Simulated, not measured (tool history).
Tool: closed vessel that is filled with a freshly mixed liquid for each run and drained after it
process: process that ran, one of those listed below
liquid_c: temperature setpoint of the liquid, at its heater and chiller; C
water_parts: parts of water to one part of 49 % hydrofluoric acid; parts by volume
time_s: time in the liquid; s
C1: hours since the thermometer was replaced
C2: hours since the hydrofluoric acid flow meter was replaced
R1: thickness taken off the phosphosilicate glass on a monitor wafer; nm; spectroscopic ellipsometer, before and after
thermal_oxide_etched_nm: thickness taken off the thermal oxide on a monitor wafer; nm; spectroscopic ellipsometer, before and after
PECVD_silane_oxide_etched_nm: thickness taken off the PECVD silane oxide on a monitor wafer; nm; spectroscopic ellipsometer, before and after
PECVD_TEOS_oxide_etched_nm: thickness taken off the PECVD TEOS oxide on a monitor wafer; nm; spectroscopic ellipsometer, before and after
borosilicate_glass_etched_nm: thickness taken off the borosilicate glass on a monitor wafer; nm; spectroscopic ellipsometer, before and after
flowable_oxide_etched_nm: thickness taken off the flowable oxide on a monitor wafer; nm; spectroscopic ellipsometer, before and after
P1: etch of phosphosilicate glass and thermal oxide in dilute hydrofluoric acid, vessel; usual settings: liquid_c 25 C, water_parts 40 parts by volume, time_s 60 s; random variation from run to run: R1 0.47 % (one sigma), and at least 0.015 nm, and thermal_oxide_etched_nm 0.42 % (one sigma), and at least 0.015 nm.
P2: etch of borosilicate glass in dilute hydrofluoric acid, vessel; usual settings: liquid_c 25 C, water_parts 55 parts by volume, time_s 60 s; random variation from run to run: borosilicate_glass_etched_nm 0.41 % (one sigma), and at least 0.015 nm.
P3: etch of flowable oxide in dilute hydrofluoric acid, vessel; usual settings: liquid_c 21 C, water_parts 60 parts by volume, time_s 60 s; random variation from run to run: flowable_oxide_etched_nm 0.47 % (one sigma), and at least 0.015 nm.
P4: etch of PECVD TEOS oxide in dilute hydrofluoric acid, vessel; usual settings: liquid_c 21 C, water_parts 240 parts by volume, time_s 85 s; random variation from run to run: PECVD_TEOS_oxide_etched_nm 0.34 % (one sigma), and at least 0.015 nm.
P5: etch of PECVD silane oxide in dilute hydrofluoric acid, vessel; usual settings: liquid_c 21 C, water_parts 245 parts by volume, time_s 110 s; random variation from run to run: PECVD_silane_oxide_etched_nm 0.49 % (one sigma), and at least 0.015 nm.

{"run": 1, "day": 0.308, "process": "P1", "liquid_c": 25, "water_parts": 40, "time_s": 60, "C1": 294.7, "C2": 929.8, "R1": 173.59, "thermal_oxide_etched_nm": 7.7194}
{"run": 2, "day": 0.717, "process": "P5", "liquid_c": 21, "water_parts": 245, "time_s": 110, "C1": 304.5, "C2": 939.6, "PECVD_silane_oxide_etched_nm": 10.028}
{"run": 3, "day": 1.262, "process": "P5", "liquid_c": 21, "water_parts": 245, "time_s": 110, "C1": 317.6, "C2": 952.7, "PECVD_silane_oxide_etched_nm": 10.015}
{"run": 4, "day": 1.638, "process": "P4", "liquid_c": 21, "water_parts": 240, "time_s": 35, "C1": 326.6, "C2": 961.7, "PECVD_TEOS_oxide_etched_nm": 2.6856}
{"run": 5, "day": 2.05, "process": "P1", "liquid_c": 25, "water_parts": 40, "time_s": 85, "C1": 336.5, "C2": 971.6, "R1": 244.66, "thermal_oxide_etched_nm": 11.021}
{"run": 6, "day": 2.404, "process": "P2", "liquid_c": 25, "water_parts": 55, "time_s": 60, "C1": 345, "C2": 980.1, "borosilicate_glass_etched_nm": 19.81}
{"run": 7, "day": 2.792, "process": "P1", "liquid_c": 25, "water_parts": 20, "time_s": 60, "C1": 354.3, "C2": 989.4, "R1": 357.33, "thermal_oxide_etched_nm": 15.959}
{"run": 8, "day": 3.071, "process": "P3", "liquid_c": 21, "water_parts": 60, "time_s": 100, "C1": 361, "C2": 996.1, "flowable_oxide_etched_nm": 61.62}
{"run": 9, "day": 3.579, "process": "P1", "liquid_c": 25, "water_parts": 40, "time_s": 60, "C1": 373.2, "C2": 1008.3, "R1": 174.25, "thermal_oxide_etched_nm": 7.7503}
{"run": 10, "day": 4.067, "process": "P3", "liquid_c": 21, "water_parts": 20, "time_s": 60, "C1": 384.9, "C2": 1020, "flowable_oxide_etched_nm": 116.5}
{"run": 11, "day": 4.362, "process": "P3", "liquid_c": 21, "water_parts": 60, "time_s": 60, "C1": 392, "C2": 1027.1, "flowable_oxide_etched_nm": 36.888}
{"run": 12, "day": 4.7, "process": "P1", "liquid_c": 18.5, "water_parts": 20, "time_s": 60, "C1": 400.1, "C2": 1035.2, "R1": 269.36, "thermal_oxide_etched_nm": 11.967}
{"run": 13, "day": 5.321, "process": "P1", "liquid_c": 25, "water_parts": 40, "time_s": 30, "C1": 415, "C2": 1050.1, "R1": 86.547, "thermal_oxide_etched_nm": 3.8468}
{"run": 14, "day": 5.867, "process": "P1", "liquid_c": 25, "water_parts": 40, "time_s": 60, "C1": 428.1, "C2": 1063.2, "R1": 173.72, "thermal_oxide_etched_nm": 7.7265}
{"day": 5.996, "done": "hydrofluoric acid flow meter replaced"}
{"run": 15, "day": 6.438, "process": "P1", "liquid_c": 30, "water_parts": 20, "time_s": 60, "C1": 441.8, "C2": 10.6, "R1": 436.37, "thermal_oxide_etched_nm": 19.557}
{"run": 16, "day": 6.883, "process": "P4", "liquid_c": 21, "water_parts": 240, "time_s": 85, "C1": 452.5, "C2": 21.3, "PECVD_TEOS_oxide_etched_nm": 6.5675}
{"run": 17, "day": 7.279, "process": "P4", "liquid_c": 21, "water_parts": 240, "time_s": 85, "C1": 462, "C2": 30.8, "PECVD_TEOS_oxide_etched_nm": 6.5346}
{"run": 18, "day": 7.775, "process": "P1", "liquid_c": 18, "water_parts": 40, "time_s": 60, "C1": 473.9, "C2": 42.7, "R1": 127.54, "thermal_oxide_etched_nm": 5.7471}
{"run": 19, "day": 8.4, "process": "P2", "liquid_c": 31.5, "water_parts": 55, "time_s": 60, "C1": 488.9, "C2": 57.7, "borosilicate_glass_etched_nm": 25.848}
{"run": 20, "day": 9.008, "process": "P1", "liquid_c": 25, "water_parts": 40, "time_s": 60, "C1": 503.5, "C2": 72.3, "R1": 174.12, "thermal_oxide_etched_nm": 7.7653}
{"run": 21, "day": 9.654, "process": "P2", "liquid_c": 25, "water_parts": 25, "time_s": 60, "C1": 519, "C2": 87.8, "borosilicate_glass_etched_nm": 45.687}
{"run": 22, "day": 10.142, "process": "P3", "liquid_c": 21, "water_parts": 60, "time_s": 60, "C1": 530.7, "C2": 99.5, "flowable_oxide_etched_nm": 36.965}
{"run": 23, "day": 10.638, "process": "P1", "liquid_c": 25, "water_parts": 20, "time_s": 85, "C1": 542.6, "C2": 111.4, "R1": 504.17, "thermal_oxide_etched_nm": 22.667}
{"run": 24, "day": 10.983, "process": "P5", "liquid_c": 21, "water_parts": 50, "time_s": 110, "C1": 550.9, "C2": 119.7, "PECVD_silane_oxide_etched_nm": 60.57}
{"run": 25, "day": 11.529, "process": "P1", "liquid_c": 25, "water_parts": 65, "time_s": 60, "C1": 564, "C2": 132.8, "R1": 102.82, "thermal_oxide_etched_nm": 4.6143}
{"run": 26, "day": 11.85, "process": "P2", "liquid_c": 25, "water_parts": 55, "time_s": 60, "C1": 571.7, "C2": 140.5, "borosilicate_glass_etched_nm": 19.875}
{"run": 27, "day": 12.392, "process": "P5", "liquid_c": 21, "water_parts": 245, "time_s": 170, "C1": 584.7, "C2": 153.5, "PECVD_silane_oxide_etched_nm": 15.472}
{"run": 28, "day": 12.8, "process": "P4", "liquid_c": 21, "water_parts": 355, "time_s": 85, "C1": 594.5, "C2": 163.3, "PECVD_TEOS_oxide_etched_nm": 3.9736}
{"run": 29, "day": 13.321, "process": "P2", "liquid_c": 25, "water_parts": 55, "time_s": 100, "C1": 607, "C2": 175.8, "borosilicate_glass_etched_nm": 33.145}
{"run": 30, "day": 13.642, "process": "P1", "liquid_c": 32.5, "water_parts": 40, "time_s": 60, "C1": 614.7, "C2": 183.5, "R1": 234.7, "thermal_oxide_etched_nm": 10.389}
{"run": 31, "day": 13.967, "process": "P4", "liquid_c": 29.5, "water_parts": 240, "time_s": 85, "C1": 622.5, "C2": 191.3, "PECVD_TEOS_oxide_etched_nm": 8.8406}
{"run": 32, "day": 14.279, "process": "P5", "liquid_c": 26, "water_parts": 245, "time_s": 110, "C1": 630, "C2": 198.8, "PECVD_silane_oxide_etched_nm": 12.045}
{"run": 33, "day": 14.9, "process": "P3", "liquid_c": 17, "water_parts": 60, "time_s": 60, "C1": 644.9, "C2": 213.7, "flowable_oxide_etched_nm": 31.16}
{"run": 34, "day": 15.217, "process": "P1", "liquid_c": 25, "water_parts": 40, "time_s": 60, "C1": 652.5, "C2": 221.3, "R1": 174.1, "thermal_oxide_etched_nm": 7.7268}
{"run": 35, "day": 15.646, "process": "P1", "liquid_c": 25, "water_parts": 40, "time_s": 60, "C1": 662.8, "C2": 231.6, "R1": 179.95, "thermal_oxide_etched_nm": 7.9559}
{"run": 36, "day": 16.017, "process": "P1", "liquid_c": 25, "water_parts": 40, "time_s": 60, "C1": 671.7, "C2": 240.5, "R1": 182.43, "thermal_oxide_etched_nm": 8.1452}
{"run": 37, "day": 16.529, "process": "P1", "liquid_c": 25, "water_parts": 40, "time_s": 60, "C1": 684, "C2": 252.8, "R1": 183.91, "thermal_oxide_etched_nm": 8.2494}
{"run": 38, "day": 17.079, "process": "P1", "liquid_c": 25, "water_parts": 40, "time_s": 60, "C1": 697.2, "C2": 266, "R1": 185.99, "thermal_oxide_etched_nm": 8.2464}

Forecast run 39:
{"run": 39, "day": 17.704, "process": "P1", "liquid_c": 25, "water_parts": 40, "time_s": 60, "C1": 712.2, "C2": 281, "R1": "?", "thermal_oxide_etched_nm": "?"}

{"run 39": {"R1": 188.33, "thermal_oxide_etched_nm": 8.3119}}

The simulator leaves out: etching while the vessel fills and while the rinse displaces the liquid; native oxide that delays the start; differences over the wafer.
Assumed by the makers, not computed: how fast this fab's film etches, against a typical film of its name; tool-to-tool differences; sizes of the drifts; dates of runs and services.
